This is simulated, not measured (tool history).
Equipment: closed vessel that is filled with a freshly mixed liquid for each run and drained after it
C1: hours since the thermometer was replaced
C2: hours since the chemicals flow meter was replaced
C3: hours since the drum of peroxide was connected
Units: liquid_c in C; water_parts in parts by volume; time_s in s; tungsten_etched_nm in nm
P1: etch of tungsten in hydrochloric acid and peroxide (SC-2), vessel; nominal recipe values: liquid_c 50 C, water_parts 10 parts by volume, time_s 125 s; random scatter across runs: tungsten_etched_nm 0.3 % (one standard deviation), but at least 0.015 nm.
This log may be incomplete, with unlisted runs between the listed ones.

run 1 hour=3.1 | liquid_c=50 water_parts=10 time_s=125 | C1=686.4 C2=193.2 C3=948.6 | tungsten_etched_nm=17.985
run 2 hour=6.1 | liquid_c=50 water_parts=4 time_s=125 | C1=689.4 C2=196.2 C3=951.6 | tungsten_etched_nm=36.185
run 3 hour=10.5 | liquid_c=50 water_parts=10 time_s=125 | C1=693.8 C2=200.6 C3=956 | tungsten_etched_nm=18.114
run 4 hour=14.2 | liquid_c=64 water_parts=10 time_s=125 | C1=697.5 C2=204.3 C3=959.7 | tungsten_etched_nm=44.112
run 5 hour=17.1 | liquid_c=50 water_parts=18.5 time_s=125 | C1=700.4 C2=207.2 C3=962.6 | tungsten_etched_nm=10.536
run 6 hour=19.5 | liquid_c=50 water_parts=10 time_s=125 | C1=702.8 C2=209.6 C3=965 | tungsten_etched_nm=18.002
run 7 hour=22.8 | liquid_c=50 water_parts=10 time_s=125 | C1=706.1 C2=212.9 C3=968.3 | tungsten_etched_nm=18.093
run 8 hour=27.9 | liquid_c=64 water_parts=10 time_s=30 | C1=711.2 C2=218 C3=973.4 | tungsten_etched_nm=10.614
run 9 hour=31.6 | liquid_c=50 water_parts=10 time_s=125 | C1=714.9 C2=221.7 C3=977.1 | tungsten_etched_nm=18.026
run 10 hour=35.1 | liquid_c=64.5 water_parts=10 time_s=30 | C1=718.4 C2=225.2 C3=980.6 | tungsten_etched_nm=10.878
run 11 hour=39.4 | liquid_c=50 water_parts=10 time_s=250 | C1=722.7 C2=229.5 C3=984.9 | tungsten_etched_nm=35.997
run 12 hour=43.5 | liquid_c=36.5 water_parts=10 time_s=125 | C1=726.8 C2=233.6 C3=989 | tungsten_etched_nm=7.0358
run 13 hour=46.6 | liquid_c=50 water_parts=10 time_s=30 | C1=729.9 C2=236.7 C3=992.1 | tungsten_etched_nm=4.3434
run 14 hour=49.1 | liquid_c=50 water_parts=10 time_s=125 | C1=732.4 C2=239.2 C3=994.6 | tungsten_etched_nm=18.068
run 15 hour=52.1 | liquid_c=50 water_parts=10 time_s=125 | C1=735.4 C2=242.2 C3=997.6 | tungsten_etched_nm=18.065
run 16 hour=57.5 | liquid_c=41.5 water_parts=7 time_s=125 | C1=740.8 C2=247.6 C3=1003 | tungsten_etched_nm=13.442
run 17 hour=61.1 | liquid_c=50 water_parts=10 time_s=125 | C1=744.4 C2=251.2 C3=1006.6 | tungsten_etched_nm=18.089
run 18 hour=66.1 | liquid_c=50 water_parts=10 time_s=125 | C1=749.4 C2=256.2 C3=1011.6 | tungsten_etched_nm=18.635
run 19 hour=70.4 | liquid_c=50 water_parts=10 time_s=125 | C1=753.7 C2=260.5 C3=1015.9 | tungsten_etched_nm=18.957
run 20 hour=74 | liquid_c=50 water_parts=10 time_s=125 | C1=757.3 C2=264.1 C3=1019.5 | tungsten_etched_nm=19.108
run 21 hour=77.2 | liquid_c=50 water_parts=10 time_s=125 | C1=760.5 C2=267.3 C3=1022.7 | tungsten_etched_nm=19.298
run 22 hour=80.5 | liquid_c=50 water_parts=10 time_s=125 | C1=763.8 C2=270.6 C3=1026 | tungsten_etched_nm=19.436
run 23 hour=83.3 | liquid_c=50 water_parts=10 time_s=125 | C1=766.6 C2=273.4 C3=1028.8 | tungsten_etched_nm=19.515
run 24 hour=87.5 | liquid_c=50 water_parts=10 time_s=125 | C1=770.8 C2=277.6 C3=1033 | tungsten_etched_nm=19.505
run 25 hour=91 | liquid_c=50 water_parts=10 time_s=125 | C1=774.3 C2=281.1 C3=1036.5 | tungsten_etched_nm=19.525
run 26 hour=93.9 | liquid_c=50 water_parts=10 time_s=125 | C1=777.2 C2=284 C3=1039.4 | tungsten_etched_nm=19.631
run 27 hour=98.9 | liquid_c=50 water_parts=10 time_s=125 | C1=782.2 C2=289 C3=1044.4 | tungsten_etched_nm=19.655
run 28 hour=103.1 | liquid_c=50 water_parts=10 time_s=125 | C1=786.4 C2=293.2 C3=1048.6 | tungsten_etched_nm=19.712

P1 has crept away from where it was. The log is fitted equally well by each of these 2 causes, at the sizes shown:
A: liquid hotter than its thermometer reads (K) = 1.28
B: chemicals flow above the setpoint (%) = 10.8
The process output started creeping at around hour 61.1.
Other possible causes, and why each is ruled out:
peroxide weaker than its label (%): at most 8, giving a -7.4 % change in tungsten_etched_nm: too small, or against the direction of the creep

Question marks stand in for the results of the 4 check runs listed below, each run on one wafer. Under which run would the listed causes show clearly different results?
run check 1 hour=107.3 | liquid_c=61.5 water_parts=10 time_s=30 | tungsten_etched_nm=?
run check 2 hour=107.3 | liquid_c=38 water_parts=4 time_s=125 | tungsten_etched_nm=?
run check 3 hour=107.3 | liquid_c=50 water_parts=18 time_s=30 | tungsten_etched_nm=?
run check 4 hour=107.3 | liquid_c=50 water_parts=16.5 time_s=30 | tungsten_etched_nm=?

What every check run would give for each of its results, assuming each possible cause in turn:
check=check_1 result=tungsten_etched_nm if_A=9.8368 if_B=9.8907
check=check_2 result=tungsten_etched_nm if_A=17.243 if_B=16.826
check=check_3 result=tungsten_etched_nm if_A=2.831 if_B=2.8504
check=check_4 result=tungsten_etched_nm if_A=3.0605 if_B=3.0787
How far apart the two closest causes lie, in the result that separates them most: check 1 0.55 %; check 2 2.45 %; check 3 0.68 %; check 4 0.59 %
Only check 2 tells the causes apart: in the others they would give nearly the same result.

Here is what check 2 returned: tungsten_etched_nm 17.14 nm. Which cause is it?

The correct cause is A, namely: liquid hotter than its thermometer reads (K).
